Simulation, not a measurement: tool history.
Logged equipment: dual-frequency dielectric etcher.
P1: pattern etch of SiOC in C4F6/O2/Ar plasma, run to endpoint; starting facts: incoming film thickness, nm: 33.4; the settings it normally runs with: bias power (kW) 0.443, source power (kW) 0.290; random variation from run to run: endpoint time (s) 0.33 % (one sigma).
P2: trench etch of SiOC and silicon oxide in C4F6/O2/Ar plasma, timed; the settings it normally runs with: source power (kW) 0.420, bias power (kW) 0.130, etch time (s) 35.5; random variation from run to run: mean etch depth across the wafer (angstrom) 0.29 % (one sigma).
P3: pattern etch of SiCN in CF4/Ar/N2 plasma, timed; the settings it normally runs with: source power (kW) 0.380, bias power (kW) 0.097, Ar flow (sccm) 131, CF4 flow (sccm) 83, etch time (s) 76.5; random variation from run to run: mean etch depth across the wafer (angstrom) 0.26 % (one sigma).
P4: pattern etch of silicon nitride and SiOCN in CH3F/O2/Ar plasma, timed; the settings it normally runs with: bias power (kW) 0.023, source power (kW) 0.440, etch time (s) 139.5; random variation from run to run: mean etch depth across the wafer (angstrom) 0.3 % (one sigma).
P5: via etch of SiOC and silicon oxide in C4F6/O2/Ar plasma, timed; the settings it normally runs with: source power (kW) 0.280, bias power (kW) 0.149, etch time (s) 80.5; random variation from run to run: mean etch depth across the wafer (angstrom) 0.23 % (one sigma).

run	day	process that ran	bias power (kW)	source power (kW)	etch time (s)	Ar flow (sccm)	CF4 flow (sccm)	hours since the last wet clean	hours since the last bias power generator calibration	hours since the last source power generator calibration	endpoint time (s)	mean etch depth across the wafer (angstrom)
1	0.129	P1	0.443	0.290				73.9	733.8	1148.2	13.146	
2	0.300	P1	0.443	0.230				78.0	737.9	1152.3	14.270	
3	0.433	P2	0.097	0.420	35.5			81.2	741.1	1155.5		580.48
4	0.671	P1	0.443	0.290				86.9	746.8	1161.2	13.085	
5	0.904	P4	0.023	0.440	139.5			92.5	752.4	1166.8		201.44
6	1.042	P2	0.130	0.420	35.5			95.8	755.7	1170.1		628.27
7	1.204	P5	0.149	0.280	80.5			99.7	759.6	1174.0		746.14
8	1.404	P1	0.443	0.390				104.5	764.4	1178.8	11.742	
9	1.592	P2	0.130	0.290	35.5			109.0	768.9	1183.3		544.15
10	1.800	P1	0.443	0.290				114.0	773.9	1188.3	13.157	
11	2.012	P5	0.198	0.280	80.5			119.1	779.0	1193.4		819.83
12	2.296	P5	0.149	0.280	120.0			125.9	785.8	1200.2		1109.10
13	2.542	P3	0.097	0.380	76.5	131	83	131.8	791.7	1206.1		633.43
14	2.771	P4	0.023	0.440	139.5			137.3	797.2	1211.6		200.09
15	2.975	P3	0.097	0.380	76.5	131	57	142.2	802.1	1216.5		603.53
16	3.108	P1	0.443	0.290				145.4	805.3	1219.7	13.188	
17	3.238	P3	0.097	0.280	76.5	131	83	148.5	808.4	1222.8		487.57
18	3.371	P1	0.443	0.290				151.7	811.6	1226.0	13.098	
19	3.525	P1	0.629	0.290				155.4	815.3	1229.7	11.503	
20	3.692	P5	0.149	0.230	80.5			159.4	819.3	1233.7		689.45
21	3.904	P3	0.125	0.380	76.5	131	83	164.5	824.4	1238.8		698.63
22	4.138	P4	0.023	0.440	89.5			170.1	830.0	1244.4		128.63
23	4.283	P4	0.023	0.290	139.5			173.6	833.5	1247.9		174.32
24	4.488	P1	0.443	0.290				178.5	838.4	1252.8	13.163	
25	4.712	P1	0.327	0.290				183.9	843.8	1258.2	14.697	
26	4.971	P1	0.367	0.230				190.1	850.0	1264.4	15.306	
27	5.221	P2	0.130	0.420	35.5			196.1	856.0	1270.4		628.36

Expected results for the next run?
28	5.421	P4	0.015	0.440	139.5			200.9	860.8	1275.2		?

{"run 28": {"mean etch depth across the wafer (angstrom)": 167.39}}
